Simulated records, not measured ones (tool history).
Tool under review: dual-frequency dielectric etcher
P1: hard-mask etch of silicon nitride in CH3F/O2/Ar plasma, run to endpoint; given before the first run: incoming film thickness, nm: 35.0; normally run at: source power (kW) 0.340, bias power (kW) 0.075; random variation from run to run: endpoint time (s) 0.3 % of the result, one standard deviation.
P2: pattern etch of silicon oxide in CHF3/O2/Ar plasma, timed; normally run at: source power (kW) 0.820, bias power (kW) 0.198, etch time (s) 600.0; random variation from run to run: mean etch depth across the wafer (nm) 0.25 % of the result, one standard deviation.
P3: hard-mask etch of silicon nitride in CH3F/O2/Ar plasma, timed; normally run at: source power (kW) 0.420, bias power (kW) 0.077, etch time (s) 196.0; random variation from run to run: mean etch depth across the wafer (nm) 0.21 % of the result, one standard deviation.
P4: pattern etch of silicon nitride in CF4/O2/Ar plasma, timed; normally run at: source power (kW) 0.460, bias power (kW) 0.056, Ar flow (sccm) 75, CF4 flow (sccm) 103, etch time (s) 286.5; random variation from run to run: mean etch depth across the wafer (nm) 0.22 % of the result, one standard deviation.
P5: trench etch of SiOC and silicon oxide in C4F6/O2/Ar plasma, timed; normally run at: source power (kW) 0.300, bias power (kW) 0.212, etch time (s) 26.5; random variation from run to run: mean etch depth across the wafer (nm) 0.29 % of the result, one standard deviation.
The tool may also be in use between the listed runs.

run,day,process that ran,source power (kW),bias power (kW),etch time (s),Ar flow (sccm),CF4 flow (sccm),hours since the last wet clean,hours since the last source power generator calibration,hours since the last bias power generator calibration,endpoint time (s),mean etch depth across the wafer (nm)
1,0.400,P1,0.340,0.075,,,,252.8,1405.3,2148.7,53.737,
2,0.917,P5,0.390,0.212,26.5,,,265.2,1417.7,2161.1,,56.545
3,1.500,P1,0.340,0.075,,,,279.2,1431.7,2175.1,53.289,
4,1.933,P2,0.600,0.198,600.0,,,289.6,1442.1,2185.5,,1215.800
5,2.288,P1,0.340,0.058,,,,298.1,1450.6,2194.0,58.266,
6,2.596,P5,0.300,0.212,26.5,,,305.5,1458.0,2201.4,,51.396
7,3.121,P2,0.820,0.198,600.0,,,318.1,1470.6,2214.0,,1375.600
8,3.538,P3,0.420,0.077,264.0,,,328.1,1480.6,2224.0,,191.670
9,4.104,P1,0.340,0.105,,,,341.7,1494.2,2237.6,47.361,
10,4.588,P1,0.340,0.075,,,,353.3,1505.8,2249.2,53.516,
11,5.079,P1,0.260,0.075,,,,365.1,1517.6,2261.0,58.855,
12,5.533,P4,0.460,0.056,286.5,96,103,376.0,1528.5,2271.9,,519.250
13,5.904,P4,0.460,0.056,286.5,75,72,384.9,1537.4,2280.8,,513.820
14,6.442,P1,0.400,0.102,,,,397.8,1550.3,2293.7,44.912,
15,6.796,P4,0.550,0.056,286.5,75,103,406.3,1558.8,2302.2,,620.690
16,7.275,P4,0.460,0.056,181.0,75,103,417.8,1570.3,2313.7,,336.140
17,7.808,P3,0.420,0.077,196.0,,,430.6,1583.1,2326.5,,143.140
18,8.204,P4,0.460,0.079,286.5,75,103,440.1,1592.6,2336.0,,607.990
19,8.638,P3,0.420,0.091,196.0,,,450.5,1603.0,2346.4,,151.470
20,8.983,P3,0.420,0.077,196.0,,,458.8,1611.3,2354.7,,142.340
21,9.417,P5,0.300,0.212,26.5,,,469.2,1621.7,2365.1,,51.193
22,9.875,P3,0.340,0.077,196.0,,,480.2,1632.7,2376.1,,131.670
23,10.317,P1,0.340,0.075,,,,490.8,1643.3,2386.7,53.258,
24,10.721,P5,0.300,0.263,26.5,,,500.5,1653.0,2396.4,,55.457
# day 11.042: source power generator calibrated
25,11.133,P2,0.820,0.198,330.0,,,510.4,2.3,2406.3,,757.210
26,11.746,P1,0.460,0.075,,,,525.1,17.0,2421.0,47.686,
27,12.304,P1,0.340,0.075,,,,538.5,30.4,2434.4,53.466,
28,12.608,P2,0.820,0.256,600.0,,,545.8,37.7,2441.7,,1493.100
29,13.175,P4,0.460,0.056,286.5,75,103,559.4,51.3,2455.3,,533.430
30,13.625,P5,0.300,0.212,37.0,,,570.2,62.1,2466.1,,71.834
31,14.254,P1,0.340,0.075,,,,585.3,77.2,2481.2,53.296,
32,14.671,P1,0.340,0.075,,,,595.3,87.2,2491.2,53.150,
33,15.158,P1,0.340,0.075,,,,607.0,98.9,2502.9,53.208,
34,15.592,P1,0.340,0.075,,,,617.4,109.3,2513.3,52.537,
35,15.883,P1,0.340,0.075,,,,624.4,116.3,2520.3,52.419,
36,16.250,P1,0.340,0.075,,,,633.2,125.1,2529.1,52.653,
37,16.662,P1,0.340,0.075,,,,643.1,135.0,2539.0,52.247,
# day 16.683: wet clean of the chamber
38,17.158,P1,0.340,0.075,,,,11.5,146.9,2550.9,52.351,
39,17.571,P1,0.340,0.075,,,,21.4,156.8,2560.8,52.321,
40,17.883,P1,0.340,0.075,,,,28.9,164.3,2568.3,52.558,
41,18.217,P1,0.340,0.075,,,,36.9,172.3,2576.3,52.541,

Something has made what P1 gives creep away from where it was; the 2 causes below, each at its own stated size, fit the log equally well:
A: bias power that arrives over what is set, % = 4.77
B: source power that arrives over what is set, % = 4.44
The creep began at about day 14.254.
Each remaining cause and why it is not a fit:
chamber walls in a state that raises the etch rate, %: serviced at day 16.683, after the drift had started, without restoring the earlier output

Question marks stand in for the results of the 4 check runs listed below, each run on one wafer. Under which run would the listed causes show clearly different results?
check 1,18.550,P3,0.420,0.077,196.0,,,,,,,?
check 2,18.550,P4,0.460,0.056,286.5,75,103,,,,,?
check 3,18.550,P5,0.300,0.212,26.5,,,,,,,?
check 4,18.550,P2,0.820,0.198,600.0,,,,,,,?

What each check would give under each cause:
check,result,if A,if B
check 1,mean etch depth across the wafer (nm),144.770,144.800
check 2,mean etch depth across the wafer (nm),542.310,553.560
check 3,mean etch depth across the wafer (nm),52.085,52.139
check 4,mean etch depth across the wafer (nm),1393.400,1394.700
Minimum pairwise separation of causes per check, each pair taken at its best-separating result: check 1 0.02 %; check 2 2.05 %; check 3 0.1 %; check 4 0.09 %
Check 2 is the one run that separates the causes; every other check would come out nearly the same whichever cause is at work.

Here is what check 2 returned: mean etch depth across the wafer (nm) 553.710. Which cause is it?

B is the cause: source power that arrives over what is set, %.
